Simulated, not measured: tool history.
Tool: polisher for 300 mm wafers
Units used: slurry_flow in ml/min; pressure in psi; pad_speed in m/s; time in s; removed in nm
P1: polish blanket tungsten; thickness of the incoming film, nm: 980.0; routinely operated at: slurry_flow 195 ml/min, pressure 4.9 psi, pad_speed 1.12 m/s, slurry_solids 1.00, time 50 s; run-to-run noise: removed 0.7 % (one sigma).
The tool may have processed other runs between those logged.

run,hour,slurry_flow,pressure,pad_speed,slurry_solids,time,removed
1,6.2,195,4.9,1.12,1.00,50,303.42
2,10.5,195,4.9,1.12,1.00,50,304.41
3,18.5,195,3.7,1.12,1.00,50,230.53
4,26.4,195,4.9,1.12,1.00,68,415.96
5,33.4,115,4.9,1.12,1.00,66,367.85
6,38.7,195,4.9,1.12,0.55,50,269.99
7,42.9,195,4.9,1.12,1.00,30,184.93
8,47.4,195,4.9,1.12,1.45,50,336.06
# hour 52.2: slurry blender recalibrated
9,53.4,195,4.9,1.12,1.00,50,305.35
10,60.6,195,4.9,1.12,1.00,50,305.26
11,68.3,305,4.9,1.12,1.00,50,323.79
12,75.1,115,4.9,1.12,1.00,50,277.52
13,82.2,195,7.2,1.12,1.00,50,447.12
14,90.1,195,4.9,0.78,1.00,50,212.66
15,97.3,195,4.9,1.12,1.00,50,306.02
16,105.4,195,4.9,1.76,1.00,50,479.76
17,112.5,195,4.9,1.12,1.00,50,305.65
18,118.3,195,4.9,1.12,1.00,50,298.86
19,122.0,195,4.9,1.12,1.00,50,294.47

Run 20, settings as shown, results not yet in. Your forecast:
20,129.6,195,4.9,1.12,1.00,50,?

Run 20 gave removed 285.61 nm.
